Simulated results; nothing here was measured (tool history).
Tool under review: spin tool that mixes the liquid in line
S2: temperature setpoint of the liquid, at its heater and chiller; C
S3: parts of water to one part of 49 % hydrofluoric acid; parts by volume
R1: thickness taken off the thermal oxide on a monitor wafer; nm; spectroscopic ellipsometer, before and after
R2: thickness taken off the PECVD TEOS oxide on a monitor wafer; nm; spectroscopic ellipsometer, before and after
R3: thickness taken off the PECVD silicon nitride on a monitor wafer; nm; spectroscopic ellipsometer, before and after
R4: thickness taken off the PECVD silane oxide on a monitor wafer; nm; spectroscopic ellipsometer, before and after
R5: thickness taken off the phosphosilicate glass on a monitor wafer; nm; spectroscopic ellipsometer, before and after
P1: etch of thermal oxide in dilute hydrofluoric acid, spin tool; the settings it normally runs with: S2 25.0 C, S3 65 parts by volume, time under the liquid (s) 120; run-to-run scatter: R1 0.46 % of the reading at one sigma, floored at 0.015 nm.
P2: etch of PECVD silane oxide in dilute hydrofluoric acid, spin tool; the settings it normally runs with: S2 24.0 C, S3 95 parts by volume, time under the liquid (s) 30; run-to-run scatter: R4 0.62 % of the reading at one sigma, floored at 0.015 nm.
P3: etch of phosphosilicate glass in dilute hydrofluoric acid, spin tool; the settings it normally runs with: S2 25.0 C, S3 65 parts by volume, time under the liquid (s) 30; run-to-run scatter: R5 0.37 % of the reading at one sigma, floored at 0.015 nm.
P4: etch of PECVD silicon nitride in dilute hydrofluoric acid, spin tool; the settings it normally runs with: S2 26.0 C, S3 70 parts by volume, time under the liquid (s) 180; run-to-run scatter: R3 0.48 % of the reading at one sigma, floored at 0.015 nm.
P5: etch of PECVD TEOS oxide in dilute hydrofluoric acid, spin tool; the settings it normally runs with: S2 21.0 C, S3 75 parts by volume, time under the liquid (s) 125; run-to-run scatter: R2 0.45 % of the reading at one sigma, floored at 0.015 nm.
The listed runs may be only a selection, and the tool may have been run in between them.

run 1 day=0.150 | process_that_ran=P1 S2=25.0 S3=65 time_under_the_liquid_(s)=120 | R1=9.2487
run 2 day=0.367 | process_that_ran=P5 S2=21.0 S3=75 time_under_the_liquid_(s)=235 | R2=45.225
run 3 day=0.662 | process_that_ran=P4 S2=26.0 S3=70 time_under_the_liquid_(s)=180 | R3=11.6560
run 4 day=0.917 | process_that_ran=P1 S2=25.0 S3=65 time_under_the_liquid_(s)=220 | R1=16.9610
run 5 day=1.158 | process_that_ran=P5 S2=21.0 S3=30 time_under_the_liquid_(s)=125 | R2=63.688
run 6 day=1.446 | process_that_ran=P4 S2=19.5 S3=70 time_under_the_liquid_(s)=180 | R3=7.5142
run 7 day=1.596 | process_that_ran=P5 S2=26.0 S3=75 time_under_the_liquid_(s)=125 | R2=29.311
run 8 day=1.871 | process_that_ran=P2 S2=24.0 S3=20 time_under_the_liquid_(s)=30 | R4=26.5050
run 9 day=2.029 | process_that_ran=P1 S2=25.0 S3=65 time_under_the_liquid_(s)=20 | R1=1.5463
run 10 day=2.217 | process_that_ran=P1 S2=25.0 S3=20 time_under_the_liquid_(s)=120 | R1=32.0170
run 11 day=2.500 | process_that_ran=P2 S2=24.0 S3=95 time_under_the_liquid_(s)=60 | R4=10.0950
run 12 day=2.721 | process_that_ran=P4 S2=26.0 S3=35 time_under_the_liquid_(s)=180 | R3=22.9680
run 13 day=2.875 | process_that_ran=P1 S2=25.0 S3=65 time_under_the_liquid_(s)=120 | R1=9.1914
run 14 day=3.192 | process_that_ran=P1 S2=33.0 S3=65 time_under_the_liquid_(s)=120 | R1=12.6920
run 15 day=3.396 | process_that_ran=P3 S2=25.0 S3=65 time_under_the_liquid_(s)=15 | R5=39.420
run 16 day=3.629 | process_that_ran=P1 S2=25.0 S3=95 time_under_the_liquid_(s)=120 | R1=6.1119
run 17 day=3.829 | process_that_ran=P2 S2=28.5 S3=95 time_under_the_liquid_(s)=30 | R4=6.0025
run 18 day=4.033 | process_that_ran=P1 S2=25.0 S3=65 time_under_the_liquid_(s)=120 | R1=9.2304
run 19 day=4.279 | process_that_ran=P1 S2=19.0 S3=65 time_under_the_liquid_(s)=120 | R1=7.2605
run 20 day=4.533 | process_that_ran=P1 S2=30.5 S3=85 time_under_the_liquid_(s)=120 | R1=8.6032
run 21 day=4.688 | process_that_ran=P3 S2=17.5 S3=65 time_under_the_liquid_(s)=30 | R5=57.671

What will run 22 give?
run 22 day=4.883 | process_that_ran=P1 S2=25.0 S3=65 time_under_the_liquid_(s)=120 | R1=?

{"run 22": {"R1": 9.2017}}
